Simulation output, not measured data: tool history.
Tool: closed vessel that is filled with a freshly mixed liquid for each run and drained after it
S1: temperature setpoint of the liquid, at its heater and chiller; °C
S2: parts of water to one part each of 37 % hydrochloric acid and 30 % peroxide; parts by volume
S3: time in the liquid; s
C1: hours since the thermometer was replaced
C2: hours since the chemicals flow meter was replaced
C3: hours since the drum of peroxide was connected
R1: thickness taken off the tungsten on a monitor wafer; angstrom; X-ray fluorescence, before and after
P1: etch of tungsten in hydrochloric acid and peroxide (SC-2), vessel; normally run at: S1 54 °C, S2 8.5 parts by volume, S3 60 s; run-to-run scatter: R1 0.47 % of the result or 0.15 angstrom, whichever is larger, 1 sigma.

run 1 day=0.154 | S1=54 S2=8.5 S3=60 | C1=964.3 C2=914.9 C3=211 | R1=137.48
run 2 day=0.283 | S1=54 S2=8.5 S3=60 | C1=967.4 C2=918 C3=214.1 | R1=139.24
run 3 day=0.462 | S1=37.5 S2=8.5 S3=60 | C1=971.7 C2=922.3 C3=218.4 | R1=44.313
run 4 day=0.583 | S1=54 S2=8.5 S3=30 | C1=974.6 C2=925.2 C3=221.3 | R1=68.912
run 5 day=0.754 | S1=54 S2=4 S3=60 | C1=978.7 C2=929.3 C3=225.4 | R1=242.77
run 6 day=0.888 | S1=54 S2=8.5 S3=110 | C1=981.9 C2=932.5 C3=228.6 | R1=254.18
run 7 day=0.975 | S1=54 S2=8.5 S3=60 | C1=984 C2=934.6 C3=230.7 | R1=138.19
run 8 day=1.142 | S1=68.5 S2=12 S3=60 | C1=988 C2=938.6 C3=234.7 | R1=256.01
run 9 day=1.338 | S1=70 S2=8.5 S3=60 | C1=992.7 C2=943.3 C3=239.4 | R1=371.31
run 10 day=1.458 | S1=46 S2=14 S3=60 | C1=995.6 C2=946.2 C3=242.3 | R1=52.949
run 11 day=1.546 | S1=54 S2=8.5 S3=60 | C1=997.7 C2=948.3 C3=244.4 | R1=138.13
run 12 day=1.712 | S1=62 S2=8.5 S3=30 | C1=1001.7 C2=952.3 C3=248.4 | R1=115.34
run 13 day=1.804 | S1=54 S2=8.5 S3=60 | C1=1003.9 C2=954.5 C3=250.6 | R1=138.52
run 14 day=1.996 | S1=54 S2=15 S3=60 | C1=1008.5 C2=959.1 C3=255.2 | R1=84.541
run 15 day=2.088 | S1=54 S2=8.5 S3=60 | C1=1010.7 C2=961.3 C3=257.4 | R1=138.06
run 16 day=2.192 | S1=54 S2=8.5 S3=60 | C1=1013.2 C2=963.8 C3=259.9 | R1=134.72
run 17 day=2.312 | S1=54 S2=8.5 S3=60 | C1=1016.1 C2=966.7 C3=262.8 | R1=131.12
run 18 day=2.492 | S1=54 S2=8.5 S3=60 | C1=1020.4 C2=971 C3=267.1 | R1=128.01
-- day=2.508 new drum of peroxide connected
run 19 day=2.592 | S1=54 S2=8.5 S3=60 | C1=1022.8 C2=973.4 C3=2 | R1=125.8
run 20 day=2.746 | S1=54 S2=8.5 S3=60 | C1=1026.5 C2=977.1 C3=5.7 | R1=125.77
run 21 day=2.867 | S1=54 S2=8.5 S3=60 | C1=1029.4 C2=980 C3=8.6 | R1=125.92
run 22 day=2.967 | S1=54 S2=8.5 S3=60 | C1=1031.8 C2=982.4 C3=11 | R1=125.29

Run 23 comes next. What will it give?
run 23 day=3.108 | S1=54 S2=8.5 S3=60 | C1=1035.2 C2=985.8 C3=14.4 | R1=?

{"run 23": {"R1": 125.64}}
